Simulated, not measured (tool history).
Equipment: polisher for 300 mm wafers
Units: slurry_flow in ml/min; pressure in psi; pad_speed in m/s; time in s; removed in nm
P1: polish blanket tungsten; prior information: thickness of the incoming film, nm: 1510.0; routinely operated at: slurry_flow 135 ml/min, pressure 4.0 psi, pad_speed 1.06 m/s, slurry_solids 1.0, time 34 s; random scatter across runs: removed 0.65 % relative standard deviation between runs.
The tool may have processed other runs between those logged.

run	hour	slurry_flow	pressure	pad_speed	slurry_solids	time	wafers polished on this pad	hours since the slurry nozzle was cleaned	hours since the head pressure was calibrated	hours since the slurry blender was calibrated	hours since the slurry got fresh peroxide	removed
1	11.7	135	4.0	1.06	1.0	34	293	338.0	70.8	181.0	27.2	153.640
2	21.5	135	4.0	0.60	1.0	34	357	347.8	80.6	190.8	37.0	87.796
3	31.9	135	4.0	1.06	1.0	34	426	358.2	91.0	201.2	47.4	152.640
4	45.2	135	4.0	1.62	1.0	34	513	371.5	104.3	214.5	60.7	236.200
5	56.0	135	4.0	1.06	1.0	49	585	382.3	115.1	225.3	71.5	221.840
# hour 66.8: slurry blender recalibrated
6	69.9	135	4.0	1.06	1.0	34	676	396.2	129.0	3.2	85.4	153.560
7	82.7	135	4.0	1.06	1.4	34	761	409.0	141.8	16.0	98.2	164.980
8	91.0	135	4.0	1.06	1.0	34	815	417.3	150.1	24.3	106.5	155.070
9	104.7	135	4.0	1.06	0.6	34	906	431.0	163.8	38.0	120.2	135.020
10	115.1	135	4.0	1.06	1.0	34	974	441.4	174.2	48.4	130.6	153.970
11	121.8	135	2.5	1.06	1.0	34	1018	448.1	180.9	55.1	137.3	95.132
# hour 127.6: slurry nozzle cleaned
12	132.0	135	5.4	1.06	1.0	34	1086	4.5	191.1	65.3	147.5	209.040
13	143.5	80	4.0	1.06	1.0	34	1161	16.0	202.6	76.8	159.0	134.520
14	151.2	200	4.0	1.06	1.0	34	1212	23.7	210.3	84.5	166.7	164.660
15	162.8	135	2.9	0.48	1.0	34	1288	35.3	221.9	96.1	178.3	50.733
16	170.0	135	4.0	1.06	1.0	15	1336	42.5	229.1	103.3	185.5	66.884
17	183.3	135	4.0	1.06	1.0	34	1424	55.8	242.4	116.6	198.8	151.730
18	195.6	135	4.0	1.06	1.0	34	1505	68.1	254.7	128.9	211.1	149.500
19	208.3	135	4.0	1.06	1.0	34	1588	80.8	267.4	141.6	223.8	145.470
20	217.3	135	4.0	1.06	1.0	34	1648	89.8	276.4	150.6	232.8	145.700
21	225.5	135	4.0	1.06	1.0	34	1702	98.0	284.6	158.8	241.0	145.920
# hour 225.6: slurry tank refilled with fresh slurry and peroxide
22	239.5	135	4.0	1.06	1.0	34	1794	112.0	298.6	172.8	13.9	142.940
23	251.1	135	4.0	1.06	1.0	34	1870	123.6	310.2	184.4	25.5	143.960
# hour 259.8: head pressure recalibrated
# hour 263.4: worn pad replaced by a new one
24	264.9	135	4.0	1.06	1.0	34	9	137.4	5.2	198.2	39.3	143.860
25	277.8	135	4.0	1.06	1.0	34	94	150.3	18.1	211.1	52.2	142.250
26	290.7	135	4.0	1.06	1.0	34	180	163.2	31.0	224.0	65.1	143.260

The output of P1 has drifted from where it used to be. Each of the 2 causes below, taken at the size shown beside it, accounts for the log equally well:
A: slurry flow missing at the pad, % = 27.6
B: abrasive missing from the slurry, % = 26.7
The drift started at roughly hour 183.3.
The rest of the possible causes, and what rules out each one:
removal rate lost through wear of the pad, %: serviced at hour 263.4, after the change had begun; the process did not return to its earlier output
head's pressure below its setpoint, %: serviced at hour 259.8, after the change had begun; the process did not return to its earlier output
peroxide lost from the slurry, %: serviced at hour 225.6, after the change had begun; the process did not return to its earlier output

Each of the check runs listed below is run on 3 wafers and reports their average, with the results left as question marks. Pick the one under which the possible causes would lead to clearly different results.
check 1	303.6	135	4.0	1.06	1.2	34						?
check 2	303.6	135	3.2	1.06	1.0	34						?
check 3	303.6	90	4.0	1.06	1.0	45						?
check 4	303.6	135	4.0	1.58	1.0	34						?

What each check would give under each cause:
check	result	if A	if B
check 1	removed	149.080	148.870
check 2	removed	114.180	114.180
check 3	removed	166.730	171.900
check 4	removed	212.750	212.730
Smallest distance between any two causes, each pair judged by its most separating result, in per cent: check 1 0.14 %; check 2 0.01 %; check 3 3.05 %; check 4 0.01 %
Only check 3 tells the causes apart: in the others they would give nearly the same result.

Running check 3 produced the following: removed 167.440 nm. Which one of the listed causes fits?

The cause is A: slurry flow missing at the pad, %.
